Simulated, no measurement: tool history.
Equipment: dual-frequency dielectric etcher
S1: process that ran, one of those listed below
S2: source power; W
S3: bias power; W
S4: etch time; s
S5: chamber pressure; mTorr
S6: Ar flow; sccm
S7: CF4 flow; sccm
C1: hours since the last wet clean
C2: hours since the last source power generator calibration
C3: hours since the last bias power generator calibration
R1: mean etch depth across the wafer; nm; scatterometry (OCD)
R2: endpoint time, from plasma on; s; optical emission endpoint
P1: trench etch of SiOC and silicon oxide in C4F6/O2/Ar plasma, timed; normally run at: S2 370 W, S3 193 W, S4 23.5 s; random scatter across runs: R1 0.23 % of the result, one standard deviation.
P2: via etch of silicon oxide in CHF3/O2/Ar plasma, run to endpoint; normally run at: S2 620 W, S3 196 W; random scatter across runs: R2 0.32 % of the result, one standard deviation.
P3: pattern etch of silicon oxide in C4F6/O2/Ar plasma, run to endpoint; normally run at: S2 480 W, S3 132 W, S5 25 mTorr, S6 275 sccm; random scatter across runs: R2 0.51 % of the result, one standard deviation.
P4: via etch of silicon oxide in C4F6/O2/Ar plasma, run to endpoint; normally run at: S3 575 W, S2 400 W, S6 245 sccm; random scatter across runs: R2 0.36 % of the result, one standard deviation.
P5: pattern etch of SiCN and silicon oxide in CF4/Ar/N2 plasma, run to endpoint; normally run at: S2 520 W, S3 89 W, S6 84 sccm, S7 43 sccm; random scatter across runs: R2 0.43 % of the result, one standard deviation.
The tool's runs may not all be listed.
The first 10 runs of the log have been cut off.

{"run": 11, "hour": 37.8, "S1": "P4", "S2": 400, "S3": 575, "S6": 329, "C1": 234.8, "C2": 468.8, "C3": 2912.7, "R2": 24.189}
{"run": 12, "hour": 41.7, "S1": "P2", "S2": 620, "S3": 196, "C1": 238.7, "C2": 472.7, "C3": 2916.6, "R2": 397.59}
{"run": 13, "hour": 46.2, "S1": "P1", "S2": 370, "S3": 193, "S4": 14.5, "C1": 243.2, "C2": 477.2, "C3": 2921.1, "R1": 27.964}
{"run": 14, "hour": 50.7, "S1": "P3", "S2": 480, "S3": 132, "S5": 25, "S6": 275, "C1": 247.7, "C2": 481.7, "C3": 2925.6, "R2": 15.162}
{"run": 15, "hour": 53.7, "S1": "P1", "S2": 460, "S3": 193, "S4": 23.5, "C1": 250.7, "C2": 484.7, "C3": 2928.6, "R1": 49.149}
{"run": 16, "hour": 58.2, "S1": "P1", "S2": 370, "S3": 193, "S4": 23.5, "C1": 255.2, "C2": 489.2, "C3": 2933.1, "R1": 45.1}
{"run": 17, "hour": 61.3, "S1": "P1", "S2": 250, "S3": 193, "S4": 14.5, "C1": 258.3, "C2": 492.3, "C3": 2936.2, "R1": 23.952}
{"run": 18, "hour": 63.7, "S1": "P3", "S2": 480, "S3": 181, "S5": 25, "S6": 275, "C1": 260.7, "C2": 494.7, "C3": 2938.6, "R2": 13.79}
{"run": 19, "hour": 66.6, "S1": "P1", "S2": 370, "S3": 193, "S4": 35.0, "C1": 263.6, "C2": 497.6, "C3": 2941.5, "R1": 67.49}
{"run": 20, "hour": 70.1, "S1": "P1", "S2": 370, "S3": 118, "S4": 23.5, "C1": 267.1, "C2": 501.1, "C3": 2945.0, "R1": 39.105}

For run 21, what comes out?
{"run": 21, "hour": 72.9, "S1": "P1", "S2": 250, "S3": 193, "S4": 23.5, "C1": 269.9, "C2": 503.9, "C3": 2947.8, "R1": "?"}

R1: 38.849 nm
